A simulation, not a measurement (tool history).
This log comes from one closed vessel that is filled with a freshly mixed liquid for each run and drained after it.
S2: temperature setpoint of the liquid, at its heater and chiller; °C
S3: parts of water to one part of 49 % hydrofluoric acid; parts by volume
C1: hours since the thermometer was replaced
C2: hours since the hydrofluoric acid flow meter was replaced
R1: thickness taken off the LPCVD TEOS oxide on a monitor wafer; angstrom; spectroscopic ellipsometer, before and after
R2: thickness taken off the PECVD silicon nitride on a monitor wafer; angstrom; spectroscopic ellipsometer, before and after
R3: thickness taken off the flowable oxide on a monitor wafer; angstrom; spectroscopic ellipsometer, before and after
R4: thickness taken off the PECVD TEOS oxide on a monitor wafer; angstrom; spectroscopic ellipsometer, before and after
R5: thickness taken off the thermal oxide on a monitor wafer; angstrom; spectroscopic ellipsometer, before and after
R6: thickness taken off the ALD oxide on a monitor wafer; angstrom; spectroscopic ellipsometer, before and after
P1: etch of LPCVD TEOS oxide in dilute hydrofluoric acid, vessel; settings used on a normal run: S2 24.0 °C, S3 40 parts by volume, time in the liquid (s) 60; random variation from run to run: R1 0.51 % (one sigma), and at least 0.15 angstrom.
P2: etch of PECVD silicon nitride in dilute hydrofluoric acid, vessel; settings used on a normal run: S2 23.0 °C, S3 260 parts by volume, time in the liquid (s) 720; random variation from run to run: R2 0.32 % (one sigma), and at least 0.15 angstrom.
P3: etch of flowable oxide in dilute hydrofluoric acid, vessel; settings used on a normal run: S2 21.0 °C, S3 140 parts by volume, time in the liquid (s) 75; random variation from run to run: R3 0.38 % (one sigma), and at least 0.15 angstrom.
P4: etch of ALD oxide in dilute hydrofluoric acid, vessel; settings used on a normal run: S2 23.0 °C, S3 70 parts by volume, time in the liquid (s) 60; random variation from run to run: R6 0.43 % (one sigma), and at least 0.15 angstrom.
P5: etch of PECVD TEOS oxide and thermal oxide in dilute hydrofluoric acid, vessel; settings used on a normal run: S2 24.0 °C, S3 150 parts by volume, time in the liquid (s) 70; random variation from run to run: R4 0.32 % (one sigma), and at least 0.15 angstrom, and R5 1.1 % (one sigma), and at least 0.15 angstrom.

{"run": 1, "hour": 8.9, "process that ran": "P1", "S2": 24.0, "S3": 40, "time in the liquid (s)": 60, "C1": 316.0, "C2": 1509.9, "R1": 268.61}
{"run": 2, "hour": 24.2, "process that ran": "P1", "S2": 24.0, "S3": 65, "time in the liquid (s)": 60, "C1": 331.3, "C2": 1525.2, "R1": 159.33}
{"run": 3, "hour": 38.6, "process that ran": "P2", "S2": 23.0, "S3": 400, "time in the liquid (s)": 720, "C1": 345.7, "C2": 1539.6, "R2": 73.585}
{"run": 4, "hour": 49.8, "process that ran": "P3", "S2": 21.0, "S3": 140, "time in the liquid (s)": 30, "C1": 356.9, "C2": 1550.8, "R3": 53.769}
{"run": 5, "hour": 59.8, "process that ran": "P5", "S2": 24.0, "S3": 150, "time in the liquid (s)": 70, "C1": 366.9, "C2": 1560.8, "R4": 69.002, "R5": 19.683}
{"run": 6, "hour": 72.0, "process that ran": "P4", "S2": 18.0, "S3": 70, "time in the liquid (s)": 60, "C1": 379.1, "C2": 1573.0, "R6": 145.78}
{"run": 7, "hour": 85.8, "process that ran": "P5", "S2": 30.0, "S3": 150, "time in the liquid (s)": 70, "C1": 392.9, "C2": 1586.8, "R4": 86.417, "R5": 24.383}
{"run": 8, "hour": 97.9, "process that ran": "P4", "S2": 23.0, "S3": 70, "time in the liquid (s)": 115, "C1": 405.0, "C2": 1598.9, "R6": 342.14}
{"run": 9, "hour": 109.2, "process that ran": "P1", "S2": 24.0, "S3": 20, "time in the liquid (s)": 60, "C1": 416.3, "C2": 1610.2, "R1": 546.69}
{"run": 10, "hour": 117.6, "process that ran": "P1", "S2": 24.0, "S3": 40, "time in the liquid (s)": 30, "C1": 424.7, "C2": 1618.6, "R1": 133.64}
{"run": 11, "hour": 126.8, "process that ran": "P4", "S2": 23.0, "S3": 70, "time in the liquid (s)": 60, "C1": 433.9, "C2": 1627.8, "R6": 178.26}
{"run": 12, "hour": 135.2, "process that ran": "P2", "S2": 17.0, "S3": 260, "time in the liquid (s)": 720, "C1": 442.3, "C2": 1636.2, "R2": 76.661}
{"run": 13, "hour": 143.6, "process that ran": "P1", "S2": 24.0, "S3": 40, "time in the liquid (s)": 60, "C1": 450.7, "C2": 1644.6, "R1": 268.85}
{"run": 14, "hour": 154.4, "process that ran": "P3", "S2": 21.0, "S3": 245, "time in the liquid (s)": 75, "C1": 461.5, "C2": 1655.4, "R3": 69.84}
{"run": 15, "hour": 168.8, "process that ran": "P3", "S2": 17.0, "S3": 140, "time in the liquid (s)": 75, "C1": 475.9, "C2": 1669.8, "R3": 115.78}
{"run": 16, "hour": 178.7, "process that ran": "P3", "S2": 21.0, "S3": 140, "time in the liquid (s)": 75, "C1": 485.8, "C2": 1679.7, "R3": 134.49}
{"run": 17, "hour": 186.0, "process that ran": "P1", "S2": 24.0, "S3": 40, "time in the liquid (s)": 60, "C1": 493.1, "C2": 1687.0, "R1": 265.57}
{"run": 18, "hour": 199.8, "process that ran": "P2", "S2": 23.0, "S3": 260, "time in the liquid (s)": 720, "C1": 506.9, "C2": 1700.8, "R2": 111.9}
{"run": 19, "hour": 210.0, "process that ran": "P2", "S2": 23.0, "S3": 260, "time in the liquid (s)": 300, "C1": 517.1, "C2": 1711.0, "R2": 47.005}
{"run": 20, "hour": 221.9, "process that ran": "P1", "S2": 24.0, "S3": 40, "time in the liquid (s)": 60, "C1": 529.0, "C2": 1722.9, "R1": 268.23}
{"run": 21, "hour": 230.6, "process that ran": "P1", "S2": 24.0, "S3": 20, "time in the liquid (s)": 115, "C1": 537.7, "C2": 1731.6, "R1": 1053.6}
{"run": 22, "hour": 241.8, "process that ran": "P2", "S2": 23.0, "S3": 260, "time in the liquid (s)": 720, "C1": 548.9, "C2": 1742.8, "R2": 113.06}
{"run": 23, "hour": 251.3, "process that ran": "P1", "S2": 17.0, "S3": 40, "time in the liquid (s)": 60, "C1": 558.4, "C2": 1752.3, "R1": 199.36}
{"run": 24, "hour": 259.5, "process that ran": "P3", "S2": 21.0, "S3": 140, "time in the liquid (s)": 75, "C1": 566.6, "C2": 1760.5, "R3": 134.53}
{"run": 25, "hour": 268.8, "process that ran": "P1", "S2": 17.0, "S3": 60, "time in the liquid (s)": 60, "C1": 575.9, "C2": 1769.8, "R1": 130.27}
{"run": 26, "hour": 278.9, "process that ran": "P5", "S2": 24.0, "S3": 150, "time in the liquid (s)": 30, "C1": 586.0, "C2": 1779.9, "R4": 29.856, "R5": 8.4323}
{"run": 27, "hour": 290.5, "process that ran": "P4", "S2": 23.0, "S3": 20, "time in the liquid (s)": 60, "C1": 597.6, "C2": 1791.5, "R6": 671.5}
{"run": 28, "hour": 299.8, "process that ran": "P1", "S2": 18.5, "S3": 55, "time in the liquid (s)": 60, "C1": 606.9, "C2": 1800.8, "R1": 151.86}
{"run": 29, "hour": 312.5, "process that ran": "P1", "S2": 24.0, "S3": 40, "time in the liquid (s)": 110, "C1": 619.6, "C2": 1813.5, "R1": 487.88}
{"run": 30, "hour": 321.5, "process that ran": "P1", "S2": 32.0, "S3": 40, "time in the liquid (s)": 60, "C1": 628.6, "C2": 1822.5, "R1": 372.77}
{"run": 31, "hour": 336.9, "process that ran": "P1", "S2": 24.0, "S3": 40, "time in the liquid (s)": 60, "C1": 644.0, "C2": 1837.9, "R1": 268.45}
{"run": 32, "hour": 344.5, "process that ran": "P1", "S2": 24.0, "S3": 40, "time in the liquid (s)": 60, "C1": 651.6, "C2": 1845.5, "R1": 268.2}
{"run": 33, "hour": 353.6, "process that ran": "P5", "S2": 24.0, "S3": 30, "time in the liquid (s)": 70, "C1": 660.7, "C2": 1854.6, "R4": 404.75, "R5": 113.93}
{"run": 34, "hour": 369.3, "process that ran": "P1", "S2": 24.0, "S3": 40, "time in the liquid (s)": 60, "C1": 676.4, "C2": 1870.3, "R1": 269.23}
{"run": 35, "hour": 383.8, "process that ran": "P1", "S2": 24.0, "S3": 40, "time in the liquid (s)": 60, "C1": 690.9, "C2": 1884.8, "R1": 256.91}
{"run": 36, "hour": 398.5, "process that ran": "P1", "S2": 24.0, "S3": 40, "time in the liquid (s)": 60, "C1": 705.6, "C2": 1899.5, "R1": 250.89}
{"run": 37, "hour": 409.2, "process that ran": "P1", "S2": 24.0, "S3": 40, "time in the liquid (s)": 60, "C1": 716.3, "C2": 1910.2, "R1": 248.32}
{"run": 38, "hour": 425.4, "process that ran": "P1", "S2": 24.0, "S3": 40, "time in the liquid (s)": 60, "C1": 732.5, "C2": 1926.4, "R1": 246.71}
{"run": 39, "hour": 439.4, "process that ran": "P1", "S2": 24.0, "S3": 40, "time in the liquid (s)": 60, "C1": 746.5, "C2": 1940.4, "R1": 246.61}
{"run": 40, "hour": 450.0, "process that ran": "P1", "S2": 24.0, "S3": 40, "time in the liquid (s)": 60, "C1": 757.1, "C2": 1951.0, "R1": 244.93}
{"run": 41, "hour": 457.2, "process that ran": "P1", "S2": 24.0, "S3": 40, "time in the liquid (s)": 60, "C1": 764.3, "C2": 1958.2, "R1": 243.32}
{"run": 42, "hour": 464.7, "process that ran": "P1", "S2": 24.0, "S3": 40, "time in the liquid (s)": 60, "C1": 771.8, "C2": 1965.7, "R1": 244.24}
{"run": 43, "hour": 475.8, "process that ran": "P1", "S2": 24.0, "S3": 40, "time in the liquid (s)": 60, "C1": 782.9, "C2": 1976.8, "R1": 240.45}
{"run": 44, "hour": 483.6, "process that ran": "P1", "S2": 24.0, "S3": 40, "time in the liquid (s)": 60, "C1": 790.7, "C2": 1984.6, "R1": 240.94}
{"run": 45, "hour": 497.6, "process that ran": "P1", "S2": 24.0, "S3": 40, "time in the liquid (s)": 60, "C1": 804.7, "C2": 1998.6, "R1": 245.34}

P1 has crept away from where it was. The log is fitted equally well by each of these 2 causes, at the sizes shown:
A: liquid colder than its thermometer reads (K) = 2.32
B: hydrofluoric acid flow below the setpoint (%) = 8.79
The drift started at roughly hour 369.3.

Which of the 4 check runs listed below separates the causes, so that each cause would produce a clearly different result? Each run uses one wafer, and its results are marked with question marks.
{"run": "check 1", "hour": 511.6, "process that ran": "P3", "S2": 18.0, "S3": 140, "time in the liquid (s)": 45, "R3": "?"}
{"run": "check 2", "hour": 511.6, "process that ran": "P2", "S2": 23.0, "S3": 385, "time in the liquid (s)": 720, "R2": "?"}
{"run": "check 3", "hour": 511.6, "process that ran": "P4", "S2": 23.0, "S3": 70, "time in the liquid (s)": 85, "R6": "?"}
{"run": "check 4", "hour": 511.6, "process that ran": "P5", "S2": 29.5, "S3": 40, "time in the liquid (s)": 70, "R4": "?", "R5": "?"}

How each check would come out, cause by cause:
check=check_1 result=R3 if_A=64.987 if_B=64.363
check=check_2 result=R2 if_A=66.531 if_B=69.976
check=check_3 result=R6 if_A=230.23 if_B=229.13
check=check_4 result=R4 if_A=340.240 if_B=338.640
check=check_4 result=R5 if_A=95.8230 if_B=95.3730
Per check, the gap between the least separated pair of causes, taken in the result that splits them most: check 1 0.97 %; check 2 5.05 %; check 3 0.48 %; check 4 0.47 %
Check 2 tells the causes apart: in the others they would give nearly the same result.

Check 2 has now been run. It gave: R2 66.150 angstrom. Which of the candidate causes is it?

It is A: liquid colder than its thermometer reads (K).

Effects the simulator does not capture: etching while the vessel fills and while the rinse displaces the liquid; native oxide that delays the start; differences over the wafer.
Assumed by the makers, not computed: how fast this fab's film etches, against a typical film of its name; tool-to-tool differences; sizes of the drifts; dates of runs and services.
